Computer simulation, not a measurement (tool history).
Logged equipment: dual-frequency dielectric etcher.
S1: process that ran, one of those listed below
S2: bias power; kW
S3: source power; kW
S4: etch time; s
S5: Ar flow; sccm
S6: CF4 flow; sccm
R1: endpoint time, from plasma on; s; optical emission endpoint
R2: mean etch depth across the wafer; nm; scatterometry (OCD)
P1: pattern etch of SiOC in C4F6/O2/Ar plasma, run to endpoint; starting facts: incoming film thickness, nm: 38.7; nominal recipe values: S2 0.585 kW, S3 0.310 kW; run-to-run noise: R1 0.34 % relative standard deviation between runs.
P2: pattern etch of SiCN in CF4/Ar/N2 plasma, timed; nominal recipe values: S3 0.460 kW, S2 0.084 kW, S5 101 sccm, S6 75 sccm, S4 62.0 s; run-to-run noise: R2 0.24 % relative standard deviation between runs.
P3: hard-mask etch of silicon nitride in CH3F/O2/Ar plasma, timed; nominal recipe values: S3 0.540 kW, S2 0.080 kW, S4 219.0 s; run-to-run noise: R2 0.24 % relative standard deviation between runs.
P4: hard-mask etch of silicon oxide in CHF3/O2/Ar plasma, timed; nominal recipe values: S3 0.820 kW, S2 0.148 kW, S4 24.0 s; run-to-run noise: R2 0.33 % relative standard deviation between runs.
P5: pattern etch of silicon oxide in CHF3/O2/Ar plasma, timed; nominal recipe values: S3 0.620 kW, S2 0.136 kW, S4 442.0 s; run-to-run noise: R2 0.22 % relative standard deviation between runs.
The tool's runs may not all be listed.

run,hour,S1,S2,S3,S4,S5,S6,R1,R2
1,14.2,P1,0.585,0.310,,,,13.874,
2,23.6,P5,0.136,0.850,442.0,,,,912.700
3,34.0,P2,0.084,0.460,62.0,101,75,,56.249
4,42.6,P2,0.084,0.620,62.0,101,75,,73.029
5,51.6,P4,0.118,0.820,24.0,,,,46.676
6,61.0,P1,0.585,0.420,,,,12.417,
7,67.8,P4,0.148,1.080,24.0,,,,55.491
8,78.1,P1,0.585,0.250,,,,15.023,
9,88.9,P5,0.136,0.620,631.5,,,,1151.000
10,95.9,P3,0.080,0.650,219.0,,,,197.220
11,103.8,P5,0.136,0.620,442.0,,,,808.500
12,118.0,P1,0.585,0.310,,,,13.820,
13,129.8,P2,0.084,0.460,62.0,101,58,,54.116
14,136.8,P4,0.148,0.820,24.0,,,,49.903
15,150.0,P5,0.136,0.620,442.0,,,,809.060
16,164.6,P3,0.080,0.540,323.0,,,,271.180
17,178.4,P1,0.585,0.310,,,,13.886,
18,186.7,P3,0.112,0.540,219.0,,,,206.770
19,195.0,P1,0.820,0.310,,,,12.206,
20,204.9,P3,0.080,0.540,219.0,,,,183.980
21,213.7,P1,0.387,0.310,,,,16.175,
22,220.5,P5,0.109,0.620,442.0,,,,755.050
23,227.6,P2,0.055,0.460,62.0,101,75,,48.559
24,235.7,P1,0.585,0.310,,,,13.908,
25,247.8,P4,0.148,0.820,34.5,,,,72.135

Expected results for the next run?
# hour 250.9: source power generator calibrated
26,255.9,P1,0.698,0.390,,,,?,

R1: 11.877 s
